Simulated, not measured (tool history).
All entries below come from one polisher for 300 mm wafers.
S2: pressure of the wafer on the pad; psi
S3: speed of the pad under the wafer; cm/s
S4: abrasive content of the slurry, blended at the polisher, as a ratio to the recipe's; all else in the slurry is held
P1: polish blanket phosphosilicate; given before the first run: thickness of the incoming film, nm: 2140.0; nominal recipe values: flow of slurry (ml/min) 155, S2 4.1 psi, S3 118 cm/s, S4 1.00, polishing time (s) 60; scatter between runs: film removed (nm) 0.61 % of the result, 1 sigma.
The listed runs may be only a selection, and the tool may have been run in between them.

{"run": 1, "hour": 6.6, "flow of slurry (ml/min)": 155, "S2": 4.1, "S3": 118, "S4": 1.0, "polishing time (s)": 60, "film removed (nm)": 839.92}
{"run": 2, "hour": 11.6, "flow of slurry (ml/min)": 155, "S2": 4.1, "S3": 118, "S4": 1.0, "polishing time (s)": 31, "film removed (nm)": 428.49}
{"run": 3, "hour": 19.2, "flow of slurry (ml/min)": 155, "S2": 4.1, "S3": 118, "S4": 1.0, "polishing time (s)": 77, "film removed (nm)": 1072.0}
{"run": 4, "hour": 23.7, "flow of slurry (ml/min)": 155, "S2": 4.1, "S3": 188, "S4": 1.0, "polishing time (s)": 60, "film removed (nm)": 1207.0}
{"hour": 27.9, "done": "head pressure recalibrated"}
{"run": 5, "hour": 29.0, "flow of slurry (ml/min)": 155, "S2": 4.1, "S3": 118, "S4": 0.6, "polishing time (s)": 60, "film removed (nm)": 643.64}
{"run": 6, "hour": 36.0, "flow of slurry (ml/min)": 155, "S2": 4.1, "S3": 56, "S4": 1.25, "polishing time (s)": 60, "film removed (nm)": 511.26}
{"hour": 36.5, "done": "slurry blender recalibrated"}
{"run": 7, "hour": 40.4, "flow of slurry (ml/min)": 155, "S2": 5.4, "S3": 118, "S4": 1.0, "polishing time (s)": 60, "film removed (nm)": 1116.9}
{"run": 8, "hour": 45.0, "flow of slurry (ml/min)": 210, "S2": 4.1, "S3": 118, "S4": 1.0, "polishing time (s)": 60, "film removed (nm)": 872.51}
{"run": 9, "hour": 51.0, "flow of slurry (ml/min)": 155, "S2": 4.1, "S3": 78, "S4": 1.0, "polishing time (s)": 60, "film removed (nm)": 606.35}
{"run": 10, "hour": 57.2, "flow of slurry (ml/min)": 155, "S2": 4.1, "S3": 118, "S4": 1.0, "polishing time (s)": 60, "film removed (nm)": 830.7}
{"run": 11, "hour": 62.6, "flow of slurry (ml/min)": 95, "S2": 4.1, "S3": 118, "S4": 1.0, "polishing time (s)": 60, "film removed (nm)": 756.36}
{"run": 12, "hour": 66.7, "flow of slurry (ml/min)": 155, "S2": 4.1, "S3": 118, "S4": 1.0, "polishing time (s)": 60, "film removed (nm)": 833.71}
{"run": 13, "hour": 72.3, "flow of slurry (ml/min)": 155, "S2": 4.1, "S3": 118, "S4": 1.0, "polishing time (s)": 60, "film removed (nm)": 842.26}
{"run": 14, "hour": 76.8, "flow of slurry (ml/min)": 155, "S2": 4.1, "S3": 118, "S4": 1.45, "polishing time (s)": 60, "film removed (nm)": 961.95}
{"run": 15, "hour": 82.6, "flow of slurry (ml/min)": 155, "S2": 4.1, "S3": 118, "S4": 1.0, "polishing time (s)": 60, "film removed (nm)": 838.68}
{"run": 16, "hour": 87.0, "flow of slurry (ml/min)": 155, "S2": 4.1, "S3": 118, "S4": 1.0, "polishing time (s)": 60, "film removed (nm)": 841.49}
{"run": 17, "hour": 93.6, "flow of slurry (ml/min)": 155, "S2": 1.9, "S3": 118, "S4": 1.0, "polishing time (s)": 60, "film removed (nm)": 388.49}
{"run": 18, "hour": 100.0, "flow of slurry (ml/min)": 155, "S2": 4.1, "S3": 118, "S4": 1.0, "polishing time (s)": 60, "film removed (nm)": 834.42}
{"run": 19, "hour": 107.1, "flow of slurry (ml/min)": 155, "S2": 4.1, "S3": 118, "S4": 1.0, "polishing time (s)": 60, "film removed (nm)": 827.01}
{"run": 20, "hour": 115.3, "flow of slurry (ml/min)": 155, "S2": 4.1, "S3": 118, "S4": 1.0, "polishing time (s)": 60, "film removed (nm)": 792.37}
{"run": 21, "hour": 121.5, "flow of slurry (ml/min)": 155, "S2": 4.1, "S3": 118, "S4": 1.0, "polishing time (s)": 60, "film removed (nm)": 783.47}
{"run": 22, "hour": 128.1, "flow of slurry (ml/min)": 155, "S2": 4.1, "S3": 118, "S4": 1.0, "polishing time (s)": 60, "film removed (nm)": 771.07}
{"hour": 133.2, "done": "head pressure recalibrated"}
{"run": 23, "hour": 134.5, "flow of slurry (ml/min)": 155, "S2": 4.1, "S3": 118, "S4": 1.0, "polishing time (s)": 60, "film removed (nm)": 776.74}
{"hour": 134.7, "done": "slurry blender recalibrated"}
{"hour": 135.9, "done": "conditioning disc replaced and pad reconditioned"}
{"run": 24, "hour": 139.7, "flow of slurry (ml/min)": 155, "S2": 4.1, "S3": 118, "S4": 1.0, "polishing time (s)": 60, "film removed (nm)": 763.79}
{"run": 25, "hour": 146.2, "flow of slurry (ml/min)": 155, "S2": 4.1, "S3": 118, "S4": 1.0, "polishing time (s)": 60, "film removed (nm)": 768.05}
{"run": 26, "hour": 150.9, "flow of slurry (ml/min)": 155, "S2": 4.1, "S3": 118, "S4": 1.0, "polishing time (s)": 60, "film removed (nm)": 767.87}
{"run": 27, "hour": 155.3, "flow of slurry (ml/min)": 155, "S2": 4.1, "S3": 118, "S4": 1.0, "polishing time (s)": 60, "film removed (nm)": 763.9}
{"run": 28, "hour": 160.6, "flow of slurry (ml/min)": 155, "S2": 4.1, "S3": 118, "S4": 1.0, "polishing time (s)": 60, "film removed (nm)": 763.44}
{"run": 29, "hour": 168.4, "flow of slurry (ml/min)": 155, "S2": 4.1, "S3": 118, "S4": 1.0, "polishing time (s)": 60, "film removed (nm)": 760.3}

The log shows P1 creeping away from where it was. Any of the 2 causes listed here, at the size stated for it, fits the log just as well as the others:
A: slurry flow missing at the pad, % = 37.4
B: removal rate lost through wear of the pad, % = 9.31
The creep began at about hour 100.0.
What rules out each remaining cause:
head's pressure below its setpoint, %: serviced at hour 133.2, after the drift had started, without restoring the earlier output
abrasive missing from the slurry, %: serviced at hour 134.7, after the drift had started, without restoring the earlier output
time polished since the conditioner stopped cutting, s: serviced at hour 135.9, after the drift had started, without restoring the earlier output

Listed below are the offered check runs, one wafer per run, with question marks in place of results. For which of them would the causes give clearly different outcomes?
{"run": "check 1", "hour": 176.2, "flow of slurry (ml/min)": 95, "S2": 4.1, "S3": 118, "S4": 1.0, "polishing time (s)": 37, "film removed (nm)": "?"}
{"run": "check 2", "hour": 176.2, "flow of slurry (ml/min)": 155, "S2": 4.1, "S3": 170, "S4": 1.0, "polishing time (s)": 60, "film removed (nm)": "?"}
{"run": "check 3", "hour": 176.2, "flow of slurry (ml/min)": 155, "S2": 4.1, "S3": 118, "S4": 0.8, "polishing time (s)": 38, "film removed (nm)": "?"}
{"run": "check 4", "hour": 176.2, "flow of slurry (ml/min)": 155, "S2": 2.7, "S3": 118, "S4": 0.8, "polishing time (s)": 60, "film removed (nm)": "?"}

What every check run would give for each of its results, assuming each possible cause in turn:
check=check_1 result=film_removed_(nm) if_A=400.84 if_B=422.31
check=check_2 result=film_removed_(nm) if_A=1016.80 if_B=1016.80
check=check_3 result=film_removed_(nm) if_A=431.80 if_B=431.78
check=check_4 result=film_removed_(nm) if_A=448.98 if_B=448.96
Gap, in per cent, between the two causes that each check separates least, read from the result that separates them most: check 1 5.22 %; check 2 0 %; check 3 0 %; check 4 0 %
The other checks would show nearly matching results whichever cause is true, so check 1 is the only one that separates the causes.

Running check 1 produced the following: film removed (nm) 403.19. Which one of the listed causes fits?

The cause is A: slurry flow missing at the pad, %.
